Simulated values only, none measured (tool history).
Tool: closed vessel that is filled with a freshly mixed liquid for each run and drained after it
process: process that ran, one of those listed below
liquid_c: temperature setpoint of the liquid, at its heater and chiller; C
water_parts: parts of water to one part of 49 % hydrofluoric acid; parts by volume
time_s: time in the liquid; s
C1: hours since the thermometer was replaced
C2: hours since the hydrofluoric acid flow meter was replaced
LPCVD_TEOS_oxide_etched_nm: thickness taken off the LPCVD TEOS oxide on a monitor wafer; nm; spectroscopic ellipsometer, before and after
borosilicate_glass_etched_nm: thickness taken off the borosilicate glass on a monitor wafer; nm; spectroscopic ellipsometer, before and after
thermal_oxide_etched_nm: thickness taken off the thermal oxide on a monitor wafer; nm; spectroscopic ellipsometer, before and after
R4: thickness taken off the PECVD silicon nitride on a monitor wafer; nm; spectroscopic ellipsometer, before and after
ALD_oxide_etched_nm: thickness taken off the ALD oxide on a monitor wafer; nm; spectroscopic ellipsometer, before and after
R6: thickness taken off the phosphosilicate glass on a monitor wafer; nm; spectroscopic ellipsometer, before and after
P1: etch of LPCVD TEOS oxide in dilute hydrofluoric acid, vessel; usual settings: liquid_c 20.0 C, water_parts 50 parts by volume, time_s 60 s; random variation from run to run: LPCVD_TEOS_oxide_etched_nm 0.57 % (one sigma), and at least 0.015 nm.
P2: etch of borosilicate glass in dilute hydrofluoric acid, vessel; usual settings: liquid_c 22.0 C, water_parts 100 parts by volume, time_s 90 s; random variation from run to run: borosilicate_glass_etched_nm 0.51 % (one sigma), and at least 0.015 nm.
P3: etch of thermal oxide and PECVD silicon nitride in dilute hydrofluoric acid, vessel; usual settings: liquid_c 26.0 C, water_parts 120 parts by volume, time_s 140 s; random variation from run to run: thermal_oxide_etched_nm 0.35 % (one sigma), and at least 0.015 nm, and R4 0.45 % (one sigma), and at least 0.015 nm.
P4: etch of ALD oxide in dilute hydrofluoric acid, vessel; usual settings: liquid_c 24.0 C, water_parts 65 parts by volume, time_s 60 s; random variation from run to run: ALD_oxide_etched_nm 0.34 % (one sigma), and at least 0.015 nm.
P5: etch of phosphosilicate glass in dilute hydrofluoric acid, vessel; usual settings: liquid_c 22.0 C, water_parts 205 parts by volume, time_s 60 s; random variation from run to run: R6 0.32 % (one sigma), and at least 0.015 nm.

run 1 hour=9.3 | process=P1 liquid_c=20.0 water_parts=50 time_s=60 | C1=401.7 C2=503.5 | LPCVD_TEOS_oxide_etched_nm=17.6440
run 2 hour=19.3 | process=P1 liquid_c=20.0 water_parts=20 time_s=30 | C1=411.7 C2=513.5 | LPCVD_TEOS_oxide_etched_nm=22.8910
run 3 hour=27.4 | process=P2 liquid_c=17.0 water_parts=100 time_s=90 | C1=419.8 C2=521.6 | borosilicate_glass_etched_nm=12.986
run 4 hour=35.8 | process=P2 liquid_c=22.0 water_parts=100 time_s=155 | C1=428.2 C2=530.0 | borosilicate_glass_etched_nm=27.654
run 5 hour=43.6 | process=P1 liquid_c=20.0 water_parts=50 time_s=60 | C1=436.0 C2=537.8 | LPCVD_TEOS_oxide_etched_nm=17.8200
run 6 hour=50.6 | process=P1 liquid_c=20.0 water_parts=50 time_s=60 | C1=443.0 C2=544.8 | LPCVD_TEOS_oxide_etched_nm=17.9300
run 7 hour=58.6 | process=P2 liquid_c=22.0 water_parts=25 time_s=90 | C1=451.0 C2=552.8 | borosilicate_glass_etched_nm=70.754
run 8 hour=67.1 | process=P1 liquid_c=25.0 water_parts=50 time_s=60 | C1=459.5 C2=561.3 | LPCVD_TEOS_oxide_etched_nm=22.1430
run 9 hour=76.5 | process=P3 liquid_c=26.0 water_parts=120 time_s=140 | C1=468.9 C2=570.7 | thermal_oxide_etched_nm=5.8221 R4=7.1788
run 10 hour=81.3 | process=P4 liquid_c=17.0 water_parts=65 time_s=60 | C1=473.7 C2=575.5 | ALD_oxide_etched_nm=11.529
run 11 hour=86.3 | process=P3 liquid_c=30.5 water_parts=120 time_s=140 | C1=478.7 C2=580.5 | thermal_oxide_etched_nm=6.8785 R4=9.4425
run 12 hour=96.0 | process=P5 liquid_c=27.5 water_parts=205 time_s=60 | C1=488.4 C2=590.2 | R6=35.504
run 13 hour=102.7 | process=P1 liquid_c=17.0 water_parts=50 time_s=60 | C1=495.1 C2=596.9 | LPCVD_TEOS_oxide_etched_nm=15.6920
run 14 hour=109.6 | process=P4 liquid_c=24.0 water_parts=65 time_s=60 | C1=502.0 C2=603.8 | ALD_oxide_etched_nm=15.446
run 15 hour=117.2 | process=P5 liquid_c=22.0 water_parts=50 time_s=60 | C1=509.6 C2=611.4 | R6=140.890
run 16 hour=125.2 | process=P1 liquid_c=20.0 water_parts=50 time_s=110 | C1=517.6 C2=619.4 | LPCVD_TEOS_oxide_etched_nm=32.5440
run 17 hour=130.8 | process=P1 liquid_c=20.0 water_parts=20 time_s=100 | C1=523.2 C2=625.0 | LPCVD_TEOS_oxide_etched_nm=76.1670
run 18 hour=138.5 | process=P1 liquid_c=20.0 water_parts=70 time_s=60 | C1=530.9 C2=632.7 | LPCVD_TEOS_oxide_etched_nm=12.3460
run 19 hour=144.8 | process=P1 liquid_c=20.0 water_parts=50 time_s=30 | C1=537.2 C2=639.0 | LPCVD_TEOS_oxide_etched_nm=8.8124
run 20 hour=150.7 | process=P1 liquid_c=20.0 water_parts=50 time_s=60 | C1=543.1 C2=644.9 | LPCVD_TEOS_oxide_etched_nm=17.7030
run 21 hour=156.1 | process=P4 liquid_c=24.0 water_parts=65 time_s=90 | C1=548.5 C2=650.3 | ALD_oxide_etched_nm=23.229
run 22 hour=161.8 | process=P1 liquid_c=20.0 water_parts=30 time_s=60 | C1=554.2 C2=656.0 | LPCVD_TEOS_oxide_etched_nm=30.4880
run 23 hour=172.0 | process=P3 liquid_c=26.0 water_parts=175 time_s=140 | C1=564.4 C2=666.2 | thermal_oxide_etched_nm=3.7292 R4=4.8601
run 24 hour=180.4 | process=P5 liquid_c=22.0 water_parts=205 time_s=60 | C1=572.8 C2=674.6 | R6=29.003
run 25 hour=187.1 | process=P4 liquid_c=24.0 water_parts=20 time_s=60 | C1=579.5 C2=681.3 | ALD_oxide_etched_nm=53.506
run 26 hour=194.6 | process=P3 liquid_c=26.0 water_parts=120 time_s=30 | C1=587.0 C2=688.8 | thermal_oxide_etched_nm=1.2515 R4=1.5233

The next listed run, before its measurement:
run 27 hour=199.1 | process=P2 liquid_c=22.0 water_parts=100 time_s=90 | C1=591.5 C2=693.3 | borosilicate_glass_etched_nm=?

borosilicate_glass_etched_nm: 16.065 nm

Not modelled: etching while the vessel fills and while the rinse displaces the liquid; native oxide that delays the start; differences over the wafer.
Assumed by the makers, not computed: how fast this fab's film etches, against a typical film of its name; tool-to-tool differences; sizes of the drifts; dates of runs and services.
